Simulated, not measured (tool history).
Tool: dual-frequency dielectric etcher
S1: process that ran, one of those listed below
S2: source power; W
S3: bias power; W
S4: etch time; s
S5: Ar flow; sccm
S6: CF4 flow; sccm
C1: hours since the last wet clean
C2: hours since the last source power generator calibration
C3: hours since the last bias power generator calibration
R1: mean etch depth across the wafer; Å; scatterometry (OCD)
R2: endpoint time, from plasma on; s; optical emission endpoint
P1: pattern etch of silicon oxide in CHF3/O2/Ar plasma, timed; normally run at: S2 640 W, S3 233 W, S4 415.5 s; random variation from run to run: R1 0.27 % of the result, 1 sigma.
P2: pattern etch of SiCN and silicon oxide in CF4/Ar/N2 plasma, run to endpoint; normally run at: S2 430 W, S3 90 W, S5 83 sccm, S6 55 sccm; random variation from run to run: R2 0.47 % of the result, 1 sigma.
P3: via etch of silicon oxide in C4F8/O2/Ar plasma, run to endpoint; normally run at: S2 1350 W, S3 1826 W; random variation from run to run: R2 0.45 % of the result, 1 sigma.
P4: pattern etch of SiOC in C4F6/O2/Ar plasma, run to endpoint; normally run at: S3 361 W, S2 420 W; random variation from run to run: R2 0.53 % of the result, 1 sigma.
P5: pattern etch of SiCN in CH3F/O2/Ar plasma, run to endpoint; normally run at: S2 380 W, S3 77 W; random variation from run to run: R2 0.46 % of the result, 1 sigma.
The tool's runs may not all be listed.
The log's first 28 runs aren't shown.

run   hour  S1   S2   S3     S4  S5  S6     C1      C2      C3      R1      R2
 29  232.9  P1  440  307  415.5          399.9  2689.4  2388.8  8814.5
 30  241.2  P2  430   90         50  55  408.2  2697.7  2397.1          9.5695
 31  247.9  P1  640  233  415.5          414.9  2704.4  2403.8  9158.9
 32  256.3  P1  640  233  415.5          423.3  2712.8  2412.2  9095.4
 33  263.0  P1  640  233  415.5          430.0  2719.5  2418.9  9150.0
 34  269.7  P1  640  233  415.5          436.7  2726.2  2425.6  9056.5
 35  280.1  P1  640  233  415.5          447.1  2736.6  2436.0  9034.5
     281.6  -- wet clean of the chamber
 36  288.2  P1  640  233  415.5            6.6  2744.7  2444.1  9043.1
 37  298.0  P1  640  233  415.5           16.4  2754.5  2453.9  9021.2
 38  303.0  P1  640  233  415.5           21.4  2759.5  2458.9  9075.1
 39  308.1  P1  640  233  415.5           26.5  2764.6  2464.0  9030.0

The next listed run, before its measurement:
 40  319.1  P1  640  233  415.5          37.5  2775.6  2475.0   ?

{"run 40": {"R1": 9012.2}}
